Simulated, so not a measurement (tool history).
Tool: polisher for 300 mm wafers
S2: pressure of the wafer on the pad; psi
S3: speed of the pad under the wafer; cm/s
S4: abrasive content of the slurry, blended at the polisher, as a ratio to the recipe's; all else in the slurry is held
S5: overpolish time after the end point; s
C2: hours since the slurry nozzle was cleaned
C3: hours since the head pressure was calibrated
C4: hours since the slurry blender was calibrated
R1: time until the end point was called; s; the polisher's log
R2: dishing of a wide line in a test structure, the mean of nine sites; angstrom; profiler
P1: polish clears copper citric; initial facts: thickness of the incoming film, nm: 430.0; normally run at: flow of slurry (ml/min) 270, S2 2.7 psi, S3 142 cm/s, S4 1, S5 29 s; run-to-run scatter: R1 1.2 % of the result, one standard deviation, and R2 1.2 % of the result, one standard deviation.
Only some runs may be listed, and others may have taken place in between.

Run 1, hour 8.3: flow of slurry (ml/min) 270, S2 2.7 psi, S3 142 cm/s, S4 1, S5 29 s; wafers polished on this pad 409; C2 97.2; C3 184.2; C4 130.9. Result: R1 164.74 s, R2 442.59 angstrom.
Run 2, hour 14.7: flow of slurry (ml/min) 270, S2 2.7 psi, S3 216 cm/s, S4 1, S5 29 s; wafers polished on this pad 465; C2 103.6; C3 190.6; C4 137.3. Result: R1 107.49 s, R2 576.66 angstrom.
Run 3, hour 22.2: flow of slurry (ml/min) 270, S2 2.7 psi, S3 142 cm/s, S4 0.65, S5 29 s; wafers polished on this pad 531; C2 111.1; C3 198.1; C4 144.8. Result: R1 182.01 s, R2 416.43 angstrom.
Run 4, hour 33.1: flow of slurry (ml/min) 270, S2 2.7 psi, S3 142 cm/s, S4 1, S5 9 s; wafers polished on this pad 628; C2 122; C3 209; C4 155.7. Result: R1 166.49 s, R2 169.37 angstrom.
Run 5, hour 41.7: flow of slurry (ml/min) 210, S2 2.7 psi, S3 142 cm/s, S4 1, S5 45 s; wafers polished on this pad 703; C2 130.6; C3 217.6; C4 164.3. Result: R1 168.17 s, R2 576.24 angstrom.
Run 6, hour 47.8: flow of slurry (ml/min) 270, S2 1.4 psi, S3 142 cm/s, S4 1, S5 45 s; wafers polished on this pad 757; C2 136.7; C3 223.7; C4 170.4. Result: R1 308.18 s, R2 355.37 angstrom.
At hour 48.9: slurry nozzle cleaned.
Run 7, hour 58.7: flow of slurry (ml/min) 270, S2 4.1 psi, S3 142 cm/s, S4 1, S5 29 s; wafers polished on this pad 854; C2 9.9; C3 234.6; C4 181.3. Result: R1 110.25 s, R2 616.57 angstrom.
Run 8, hour 65.2: flow of slurry (ml/min) 270, S2 2.7 psi, S3 142 cm/s, S4 1, S5 29 s; wafers polished on this pad 911; C2 16.4; C3 241.1; C4 187.8. Result: R1 163.95 s, R2 441.71 angstrom.
Run 9, hour 70.8: flow of slurry (ml/min) 270, S2 2.7 psi, S3 142 cm/s, S4 1, S5 29 s; wafers polished on this pad 960; C2 22; C3 246.7; C4 193.4. Result: R1 164.97 s, R2 447.46 angstrom.
Run 10, hour 81.1: flow of slurry (ml/min) 270, S2 2.7 psi, S3 142 cm/s, S4 1, S5 29 s; wafers polished on this pad 1051; C2 32.3; C3 257; C4 203.7. Result: R1 164.65 s, R2 435.77 angstrom.
Run 11, hour 90.7: flow of slurry (ml/min) 270, S2 2.7 psi, S3 142 cm/s, S4 1, S5 29 s; wafers polished on this pad 1136; C2 41.9; C3 266.6; C4 213.3. Result: R1 164.58 s, R2 447.93 angstrom.
Run 12, hour 96.2: flow of slurry (ml/min) 270, S2 1.3 psi, S3 142 cm/s, S4 1, S5 29 s; wafers polished on this pad 1185; C2 47.4; C3 272.1; C4 218.8. Result: R1 336.31 s, R2 239.31 angstrom.
Run 13, hour 107: flow of slurry (ml/min) 270, S2 2.7 psi, S3 142 cm/s, S4 1, S5 55 s; wafers polished on this pad 1280; C2 58.2; C3 282.9; C4 229.6. Result: R1 167.9 s, R2 663.15 angstrom.
Run 14, hour 116.1: flow of slurry (ml/min) 270, S2 2.7 psi, S3 90 cm/s, S4 1, S5 29 s; wafers polished on this pad 1360; C2 67.3; C3 292; C4 238.7. Result: R1 258.17 s, R2 314.99 angstrom.
Run 15, hour 122.4: flow of slurry (ml/min) 370, S2 2.7 psi, S3 142 cm/s, S4 1, S5 29 s; wafers polished on this pad 1416; C2 73.6; C3 298.3; C4 245. Result: R1 161.59 s, R2 460.64 angstrom.
Run 16, hour 133.8: flow of slurry (ml/min) 270, S2 2.7 psi, S3 142 cm/s, S4 1, S5 29 s; wafers polished on this pad 1516; C2 85; C3 309.7; C4 256.4. Result: R1 166.81 s, R2 437.47 angstrom.
Run 17, hour 140.6: flow of slurry (ml/min) 160, S2 2.7 psi, S3 142 cm/s, S4 1, S5 29 s; wafers polished on this pad 1576; C2 91.8; C3 316.5; C4 263.2. Result: R1 179.75 s, R2 421.57 angstrom.

Run 18 is up next; what results do you expect?
Run 18, hour 146.4: flow of slurry (ml/min) 270, S2 2.7 psi, S3 142 cm/s, S4 1.25, S5 29 s; wafers polished on this pad 1628; C2 97.6; C3 322.3; C4 269. Result: R1 ?, R2 ?.

{"run 18": {"R1": 157.11, "R2": 454.1}}
